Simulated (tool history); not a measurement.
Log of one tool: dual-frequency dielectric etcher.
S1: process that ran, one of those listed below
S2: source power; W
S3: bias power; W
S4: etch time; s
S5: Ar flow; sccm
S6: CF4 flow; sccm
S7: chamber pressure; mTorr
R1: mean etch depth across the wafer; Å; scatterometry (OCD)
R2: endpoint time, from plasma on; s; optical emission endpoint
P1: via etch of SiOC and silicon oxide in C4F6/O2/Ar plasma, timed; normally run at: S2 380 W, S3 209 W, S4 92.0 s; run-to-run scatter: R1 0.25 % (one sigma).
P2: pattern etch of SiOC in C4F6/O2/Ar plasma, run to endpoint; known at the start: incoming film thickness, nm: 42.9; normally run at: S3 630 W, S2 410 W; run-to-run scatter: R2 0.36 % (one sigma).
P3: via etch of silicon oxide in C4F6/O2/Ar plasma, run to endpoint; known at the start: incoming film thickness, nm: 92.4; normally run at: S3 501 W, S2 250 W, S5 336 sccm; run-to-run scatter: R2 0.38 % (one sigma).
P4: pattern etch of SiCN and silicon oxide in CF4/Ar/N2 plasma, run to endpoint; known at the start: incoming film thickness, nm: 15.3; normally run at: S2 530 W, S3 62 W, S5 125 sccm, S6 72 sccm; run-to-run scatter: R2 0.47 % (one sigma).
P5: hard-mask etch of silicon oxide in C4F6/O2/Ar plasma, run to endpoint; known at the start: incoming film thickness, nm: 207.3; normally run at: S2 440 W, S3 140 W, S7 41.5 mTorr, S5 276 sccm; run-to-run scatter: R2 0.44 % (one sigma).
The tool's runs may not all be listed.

{"run": 1, "day": 0.221, "S1": "P1", "S2": 380, "S3": 209, "S4": 92.0, "R1": 1072.2}
{"run": 2, "day": 0.612, "S1": "P4", "S2": 530, "S3": 62, "S5": 125, "S6": 72, "R2": 16.456}
{"run": 3, "day": 1.062, "S1": "P1", "S2": 380, "S3": 209, "S4": 92.0, "R1": 1068.4}
{"run": 4, "day": 1.475, "S1": "P1", "S2": 500, "S3": 209, "S4": 92.0, "R1": 1191.0}
{"run": 5, "day": 1.675, "S1": "P5", "S2": 440, "S3": 140, "S5": 276, "S7": 41.5, "R2": 68.445}
{"run": 6, "day": 2.008, "S1": "P1", "S2": 240, "S3": 209, "S4": 92.0, "R1": 896.81}
{"run": 7, "day": 2.375, "S1": "P4", "S2": 530, "S3": 62, "S5": 152, "S6": 72, "R2": 17.177}
{"day": 2.412, "done": "bias power generator calibrated"}
{"run": 8, "day": 2.604, "S1": "P1", "S2": 380, "S3": 258, "S4": 92.0, "R1": 1150.7}
{"run": 9, "day": 2.9, "S1": "P1", "S2": 380, "S3": 209, "S4": 92.0, "R1": 1068.9}
{"run": 10, "day": 3.188, "S1": "P1", "S2": 380, "S3": 209, "S4": 133.5, "R1": 1556.3}
{"run": 11, "day": 3.6, "S1": "P4", "S2": 530, "S3": 86, "S5": 125, "S6": 72, "R2": 14.833}
{"run": 12, "day": 3.875, "S1": "P1", "S2": 380, "S3": 138, "S4": 92.0, "R1": 938.12}
{"run": 13, "day": 4.158, "S1": "P1", "S2": 380, "S3": 292, "S4": 114.5, "R1": 1487.2}
{"run": 14, "day": 4.446, "S1": "P1", "S2": 380, "S3": 209, "S4": 92.0, "R1": 1061.9}
{"run": 15, "day": 4.679, "S1": "P2", "S2": 410, "S3": 630, "R2": 13.046}
{"run": 16, "day": 4.879, "S1": "P1", "S2": 380, "S3": 209, "S4": 92.0, "R1": 1067.7}
{"run": 17, "day": 5.296, "S1": "P3", "S2": 250, "S3": 501, "S5": 204, "R2": 23.387}
{"run": 18, "day": 5.546, "S1": "P5", "S2": 440, "S3": 140, "S5": 375, "S7": 41.5, "R2": 71.193}
{"run": 19, "day": 5.933, "S1": "P3", "S2": 320, "S3": 501, "S5": 336, "R2": 22.529}
{"run": 20, "day": 6.229, "S1": "P3", "S2": 250, "S3": 601, "S5": 336, "R2": 23.09}
{"run": 21, "day": 6.579, "S1": "P1", "S2": 380, "S3": 209, "S4": 59.0, "R1": 685.14}

The next listed run, before its measurement:
{"run": 22, "day": 7.008, "S1": "P2", "S2": 410, "S3": 848, "R2": "?"}

Run 22 gave R2 11.727 s.
